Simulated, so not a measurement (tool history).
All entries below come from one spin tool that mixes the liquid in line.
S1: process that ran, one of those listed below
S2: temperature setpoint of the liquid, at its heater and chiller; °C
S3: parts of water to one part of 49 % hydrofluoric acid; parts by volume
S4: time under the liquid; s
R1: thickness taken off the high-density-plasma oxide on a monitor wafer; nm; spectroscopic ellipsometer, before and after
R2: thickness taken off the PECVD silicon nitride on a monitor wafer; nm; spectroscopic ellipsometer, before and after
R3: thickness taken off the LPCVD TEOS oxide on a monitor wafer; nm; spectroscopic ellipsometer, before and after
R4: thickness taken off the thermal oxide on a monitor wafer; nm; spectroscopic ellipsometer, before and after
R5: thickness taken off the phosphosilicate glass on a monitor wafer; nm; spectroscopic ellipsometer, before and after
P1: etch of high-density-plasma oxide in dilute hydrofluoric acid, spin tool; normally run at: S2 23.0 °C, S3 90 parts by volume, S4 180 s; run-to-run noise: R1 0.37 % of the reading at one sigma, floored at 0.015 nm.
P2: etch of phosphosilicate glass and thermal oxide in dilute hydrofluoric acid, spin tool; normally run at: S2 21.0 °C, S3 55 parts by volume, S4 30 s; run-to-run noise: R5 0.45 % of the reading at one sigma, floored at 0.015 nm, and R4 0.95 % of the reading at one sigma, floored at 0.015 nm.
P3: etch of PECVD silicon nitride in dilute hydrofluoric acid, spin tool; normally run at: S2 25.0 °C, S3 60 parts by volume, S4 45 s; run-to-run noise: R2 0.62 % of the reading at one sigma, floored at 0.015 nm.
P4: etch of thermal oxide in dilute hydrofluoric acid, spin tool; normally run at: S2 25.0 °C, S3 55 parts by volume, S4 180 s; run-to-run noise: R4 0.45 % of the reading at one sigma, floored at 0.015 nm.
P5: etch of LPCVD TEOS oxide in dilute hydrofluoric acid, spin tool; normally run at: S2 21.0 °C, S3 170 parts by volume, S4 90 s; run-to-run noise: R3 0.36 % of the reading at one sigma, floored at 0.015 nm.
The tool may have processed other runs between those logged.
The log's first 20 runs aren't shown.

| run | hour | S1 | S2 | S3 | S4 | R1 | R2 | R3 | R4 | R5 |
|---|---|---|---|---|---|---|---|---|---|---|
|  | 124.4 | thermometer replaced |
| 21 | 127.3 | P2 | 21.0 | 55 | 30 |  |  |  | 2.2838 | 40.765 |
| 22 | 131.3 | P1 | 23.0 | 90 | 180 | 9.7670 |  |  |  |  |
| 23 | 136.8 | P1 | 23.0 | 90 | 45 | 2.4404 |  |  |  |  |
| 24 | 141.7 | P1 | 23.0 | 90 | 180 | 9.7195 |  |  |  |  |
| 25 | 148.2 | P1 | 18.5 | 90 | 180 | 8.0153 |  |  |  |  |
| 26 | 155.9 | P2 | 21.0 | 55 | 15 |  |  |  | 1.1610 | 20.389 |
| 27 | 163.3 | P1 | 17.0 | 125 | 180 | 5.2531 |  |  |  |  |
| 28 | 169.3 | P4 | 25.0 | 105 | 180 |  |  |  | 8.1720 |  |
| 29 | 174.3 | P4 | 25.0 | 55 | 180 |  |  |  | 16.6750 |  |
| 30 | 180.9 | P1 | 23.0 | 135 | 100 | 3.4156 |  |  |  |  |
| 31 | 186.2 | P2 | 17.0 | 55 | 30 |  |  |  | 1.9795 | 34.231 |
| 32 | 191.4 | P5 | 21.0 | 170 | 90 |  |  | 23.886 |  |  |
| 33 | 196.6 | P1 | 23.0 | 90 | 180 | 9.6416 |  |  |  |  |

Run 34 comes next. What will it give?
| 34 | 201.2 | P1 | 23.0 | 90 | 180 | ? |  |  |  |  |

{"run 34": {"R1": 9.9441}}
